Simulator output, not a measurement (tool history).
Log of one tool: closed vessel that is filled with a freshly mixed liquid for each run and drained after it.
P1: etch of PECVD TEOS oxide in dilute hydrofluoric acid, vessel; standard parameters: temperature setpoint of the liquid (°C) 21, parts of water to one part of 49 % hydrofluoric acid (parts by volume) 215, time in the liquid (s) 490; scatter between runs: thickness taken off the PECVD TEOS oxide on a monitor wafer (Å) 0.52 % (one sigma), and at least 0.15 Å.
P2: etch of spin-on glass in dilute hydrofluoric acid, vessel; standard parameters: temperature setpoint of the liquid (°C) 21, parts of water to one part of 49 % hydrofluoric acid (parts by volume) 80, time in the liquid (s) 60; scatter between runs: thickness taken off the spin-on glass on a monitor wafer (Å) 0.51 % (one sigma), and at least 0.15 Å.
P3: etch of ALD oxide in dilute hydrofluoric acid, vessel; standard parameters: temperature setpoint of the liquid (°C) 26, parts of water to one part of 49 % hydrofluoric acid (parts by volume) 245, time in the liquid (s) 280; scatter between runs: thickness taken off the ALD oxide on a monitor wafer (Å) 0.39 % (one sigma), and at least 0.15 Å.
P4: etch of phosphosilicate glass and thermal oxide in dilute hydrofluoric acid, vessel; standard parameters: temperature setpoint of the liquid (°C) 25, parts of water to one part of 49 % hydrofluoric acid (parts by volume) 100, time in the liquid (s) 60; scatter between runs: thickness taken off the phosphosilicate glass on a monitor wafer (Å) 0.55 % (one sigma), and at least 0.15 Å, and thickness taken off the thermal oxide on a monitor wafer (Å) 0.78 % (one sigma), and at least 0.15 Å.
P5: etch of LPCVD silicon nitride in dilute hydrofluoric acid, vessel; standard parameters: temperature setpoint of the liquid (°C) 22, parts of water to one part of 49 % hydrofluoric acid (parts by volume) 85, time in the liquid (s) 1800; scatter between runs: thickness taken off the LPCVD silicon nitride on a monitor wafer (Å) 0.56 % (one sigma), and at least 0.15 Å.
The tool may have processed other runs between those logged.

run   hour  process that ran  temperature setpoint of the liquid (°C)  parts of water to one part of 49 % hydrofluoric acid (parts by volume)  time in the liquid (s)  hours since the thermometer was replaced  hours since the hydrofluoric acid flow meter was replaced  thickness taken off the PECVD TEOS oxide on a monitor wafer (Å)  thickness taken off the phosphosilicate glass on a monitor wafer (Å)  thickness taken off the thermal oxide on a monitor wafer (Å)  thickness taken off the ALD oxide on a monitor wafer (Å)  thickness taken off the LPCVD silicon nitride on a monitor wafer (Å)  thickness taken off the spin-on glass on a monitor wafer (Å)
  1    8.7                P1                                       21                                                                     215                     490                                     551.9                                                     1277.7                                                            151.7
  2   18.9                P1                                       21                                                                     215                     490                                     562.1                                                     1287.9                                                           150.18
  3   34.4                P1                                       21                                                                      95                     490                                     577.6                                                     1303.4                                                           390.96
  4   49.5                P1                                       17                                                                     330                     490                                     592.7                                                     1318.5                                                           76.447
  5   57.1                P4                                       25                                                                     100                      90                                     600.3                                                     1326.1                                                                                                                                 708.47                                                        41.116
  6   65.3                P1                                       21                                                                     215                     785                                     608.5                                                     1334.3                                                              243
  7   74.5                P3                                       26                                                                     245                     280                                     617.7                                                     1343.5                                                                                                                                                                                                                                                         104.46
  8   88.1                P5                                       22                                                                      85                    2590                                     631.3                                                     1357.1                                                                                                                                                                                                                                                                                                                                121.8
  9   98.6                P3                                       26                                                                     245                     115                                     641.8                                                     1367.6                                                                                                                                                                                                                                                         43.453
 10  110.3                P1                                       21                                                                     215                     490                                     653.5                                                     1379.3                                                           151.83
 11    124                P2                                       21                                                                      80                      60                                     667.2                                                       1393                                                                                                                                                                                                                                                                                                                                                                                             380.91
 12  134.6                P3                                     33.5                                                                     245                     280                                     677.8                                                     1403.6                                                                                                                                                                                                                                                         134.46
 13  147.4                P5                                       22                                                                      45                    1800                                     690.6                                                     1416.4                                                                                                                                                                                                                                                                                                                               158.04
 14  159.2                P3                                       26                                                                      65                     280                                     702.4                                                     1428.2                                                                                                                                                                                                                                                         486.41
 15  172.2                P1                                       28                                                                     215                     720                                     715.4                                                     1441.2                                                           287.32
 16  183.8                P2                                       21                                                                      80                      90                                       727                                                     1452.8                                                                                                                                                                                                                                                                                                                                                                                             571.58
 17  197.7                P2                                       21                                                                      45                      60                                     740.9                                                     1466.7                                                                                                                                                                                                                                                                                                                                                                                             703.14
 18  212.5                P2                                       26                                                                      80                      60                                     755.7                                                     1481.5                                                                                                                                                                                                                                                                                                                                                                                             467.31
 19  221.3                P1                                       21                                                                     305                     490                                     764.5                                                     1490.3                                                           98.165
 20  235.1                P4                                       25                                                                     100                      60                                     778.3                                                     1504.1                                                                                                                                 470.43                                                        27.758
 21  247.6                P3                                       26                                                                     245                     280                                     790.8                                                     1516.6                                                                                                                                                                                                                                                         105.06
 22  259.7                P1                                       21                                                                     215                     490                                     802.9                                                     1528.7                                                           151.62
 23  270.1                P1                                       21                                                                     215                     490                                     813.3                                                     1539.1                                                           151.66
 24  279.7                P1                                       21                                                                     215                      55                                     822.9                                                     1548.7                                                           17.084
 25  295.5                P1                                       25                                                                     215                     490                                     838.7                                                     1564.5                                                           175.89
 26  306.2                P1                                     27.5                                                                     215                     715                                     849.4                                                     1575.2                                                           280.21
 27  315.2                P1                                       17                                                                     215                     490                                     858.4                                                     1584.2                                                           128.22
 28  325.1                P5                                       22                                                                      85                    1800                                     868.3                                                     1594.1                                                                                                                                                                                                                                                                                                                                83.35
 29  336.8                P4                                       25                                                                      20                      60                                       880                                                     1605.8                                                                                                                                 2620.4                                                         152.6
 30  344.7                P5                                       26                                                                      85                    1800                                     887.9                                                     1613.7                                                                                                                                                                                                                                                                                                                                108.9
 31  357.3                P4                                       29                                                                     100                      60                                     900.5                                                     1626.3                                                                                                                                 543.68                                                        32.098
 32  364.7                P1                                       21                                                                     215                     490                                     907.9                                                     1633.7                                                           152.09
 33  374.9                P1                                       21                                                                     215                     490                                     918.1                                                     1643.9                                                           149.59
 34    390                P1                                       21                                                                     215                     490                                     933.2                                                       1659                                                           146.65
 35  404.5                P1                                       21                                                                     215                     490                                     947.7                                                     1673.5                                                           144.26
 36  415.6                P1                                       21                                                                     215                     490                                     958.8                                                     1684.6                                                           142.48
 37  428.4                P1                                       21                                                                     215                     490                                     971.6                                                     1697.4                                                           144.31
 38  442.4                P1                                       21                                                                     215                     490                                     985.6                                                     1711.4                                                           141.27
 39  452.7                P1                                       21                                                                     215                     490                                     995.9                                                     1721.7                                                           143.31
 40  465.7                P1                                       21                                                                     215                     490                                    1008.9                                                     1734.7                                                           141.44
 41  475.8                P1                                       21                                                                     215                     490                                      1019                                                     1744.8                                                           142.27
 42    489                P1                                       21                                                                     215                     490                                    1032.2                                                       1758                                                           142.74
 43  500.9                P1                                       21                                                                     215                     490                                    1044.1                                                     1769.9                                                            142.5

Something has made what P1 gives creep away from where it was; the 2 causes below, each at its own stated size, fit the log equally well:
A: hydrofluoric acid flow below the setpoint (%) = 5.18
B: liquid colder than its thermometer reads (K) = 1.7
At approximately hour 364.7, the process output began to creep.

Question marks stand in for the results of the 4 check runs listed below, each run on one wafer. Under which run would the listed causes show clearly different results?
check 1  512.8                P5                                       22                                                                      85                    1800                                                                                                                                                                                                                                                                                                                                                                                                                                         ?
check 2  512.8                P2                                       21                                                                      80                      60                                                                                                                                                                                                                                                                                                                                                                                                                                                                                                       ?
check 3  512.8                P3                                       26                                                                     245                     280                                                                                                                                                                                                                                                                                                                                                                   ?
check 4  512.8                P4                                       25                                                                     100                      60                                                                                                                                                                                                                                           ?                                                             ?

If the cause were each of the candidates in turn, the checks would give the following:
  check                                                                result    if A    if B
check 1  thickness taken off the LPCVD silicon nitride on a monitor wafer (Å)  79.837  74.945
check 2          thickness taken off the spin-on glass on a monitor wafer (Å)  358.43  354.04
check 3              thickness taken off the ALD oxide on a monitor wafer (Å)  98.022  98.728
check 4  thickness taken off the phosphosilicate glass on a monitor wafer (Å)  444.21  440.99
check 4          thickness taken off the thermal oxide on a monitor wafer (Å)  25.952  25.764
Minimum pairwise separation of causes per check, each pair taken at its best-separating result: check 1 6.32 %; check 2 1.23 %; check 3 0.72 %; check 4 0.73 %
The causes can be told apart only by check 1. The other checks would give nearly the same results under each of them.

Here is what check 1 returned: thickness taken off the LPCVD silicon nitride on a monitor wafer (Å) 79.699. Which cause is it?

It is A: hydrofluoric acid flow below the setpoint (%).

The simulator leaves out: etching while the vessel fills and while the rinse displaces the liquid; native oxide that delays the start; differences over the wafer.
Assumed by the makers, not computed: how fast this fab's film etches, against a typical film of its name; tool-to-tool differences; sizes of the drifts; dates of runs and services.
